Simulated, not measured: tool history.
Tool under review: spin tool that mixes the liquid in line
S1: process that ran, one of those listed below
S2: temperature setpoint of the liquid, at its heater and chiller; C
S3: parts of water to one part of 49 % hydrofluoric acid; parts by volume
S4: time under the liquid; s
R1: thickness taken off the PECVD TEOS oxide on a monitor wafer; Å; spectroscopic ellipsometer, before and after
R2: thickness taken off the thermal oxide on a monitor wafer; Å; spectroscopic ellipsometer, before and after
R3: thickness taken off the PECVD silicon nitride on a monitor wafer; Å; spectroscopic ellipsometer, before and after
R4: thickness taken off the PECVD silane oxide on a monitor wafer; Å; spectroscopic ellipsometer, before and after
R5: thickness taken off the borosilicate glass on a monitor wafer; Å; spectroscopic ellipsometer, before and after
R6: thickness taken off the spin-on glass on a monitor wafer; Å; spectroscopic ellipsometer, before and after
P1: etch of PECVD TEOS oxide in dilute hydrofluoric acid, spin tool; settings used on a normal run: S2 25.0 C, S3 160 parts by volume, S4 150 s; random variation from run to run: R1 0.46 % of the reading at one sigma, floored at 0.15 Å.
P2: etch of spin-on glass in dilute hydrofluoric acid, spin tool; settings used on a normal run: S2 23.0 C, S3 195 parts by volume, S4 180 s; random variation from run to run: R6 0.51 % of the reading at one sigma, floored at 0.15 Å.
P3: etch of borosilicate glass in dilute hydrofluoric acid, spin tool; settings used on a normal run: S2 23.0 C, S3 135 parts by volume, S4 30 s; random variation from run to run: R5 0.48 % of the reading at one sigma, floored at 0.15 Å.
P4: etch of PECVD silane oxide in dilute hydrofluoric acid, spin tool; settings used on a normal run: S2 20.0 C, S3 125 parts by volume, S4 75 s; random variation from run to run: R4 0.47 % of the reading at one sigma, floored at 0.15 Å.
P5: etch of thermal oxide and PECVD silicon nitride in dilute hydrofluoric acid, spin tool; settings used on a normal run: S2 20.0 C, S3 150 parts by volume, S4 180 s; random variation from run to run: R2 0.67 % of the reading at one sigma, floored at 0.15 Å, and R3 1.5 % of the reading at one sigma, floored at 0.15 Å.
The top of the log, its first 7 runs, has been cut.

Run 8, day 1.083: S1 P4, S2 20.0 C, S3 125 parts by volume, S4 15 s. Result: R4 20.726 Å.
Run 9, day 1.292: S1 P1, S2 25.0 C, S3 280 parts by volume, S4 150 s. Result: R1 76.159 Å.
Run 10, day 1.421: S1 P3, S2 23.0 C, S3 135 parts by volume, S4 30 s. Result: R5 92.675 Å.
Run 11, day 1.529: S1 P3, S2 17.0 C, S3 135 parts by volume, S4 30 s. Result: R5 74.168 Å.
Run 12, day 1.717: S1 P1, S2 25.0 C, S3 55 parts by volume, S4 150 s. Result: R1 505.840 Å.
Run 13, day 1.875: S1 P1, S2 25.0 C, S3 160 parts by volume, S4 245 s. Result: R1 252.080 Å.
Run 14, day 2.008: S1 P5, S2 20.0 C, S3 150 parts by volume, S4 180 s. Result: R2 42.684 Å, R3 15.0690 Å.
Run 15, day 2.154: S1 P2, S2 23.0 C, S3 95 parts by volume, S4 180 s. Result: R6 492.21 Å.
Run 16, day 2.312: S1 P1, S2 25.0 C, S3 160 parts by volume, S4 150 s. Result: R1 152.960 Å.
Run 17, day 2.425: S1 P3, S2 23.0 C, S3 135 parts by volume, S4 30 s. Result: R5 92.956 Å.
Run 18, day 2.546: S1 P1, S2 25.0 C, S3 160 parts by volume, S4 150 s. Result: R1 153.820 Å.
Run 19, day 2.717: S1 P4, S2 20.0 C, S3 125 parts by volume, S4 75 s. Result: R4 103.290 Å.
Run 20, day 2.854: S1 P3, S2 23.0 C, S3 190 parts by volume, S4 30 s. Result: R5 61.932 Å.
Run 21, day 3.050: S1 P3, S2 23.0 C, S3 135 parts by volume, S4 15 s. Result: R5 46.310 Å.
Run 22, day 3.242: S1 P1, S2 31.5 C, S3 160 parts by volume, S4 150 s. Result: R1 194.470 Å.
Run 23, day 3.421: S1 P4, S2 20.0 C, S3 125 parts by volume, S4 75 s. Result: R4 104.130 Å.

Predict the results of run 24:
Run 24, day 3.562: S1 P2, S2 23.0 C, S3 195 parts by volume, S4 180 s. Result: R6 ?.

{"run 24": {"R6": 214.0}}
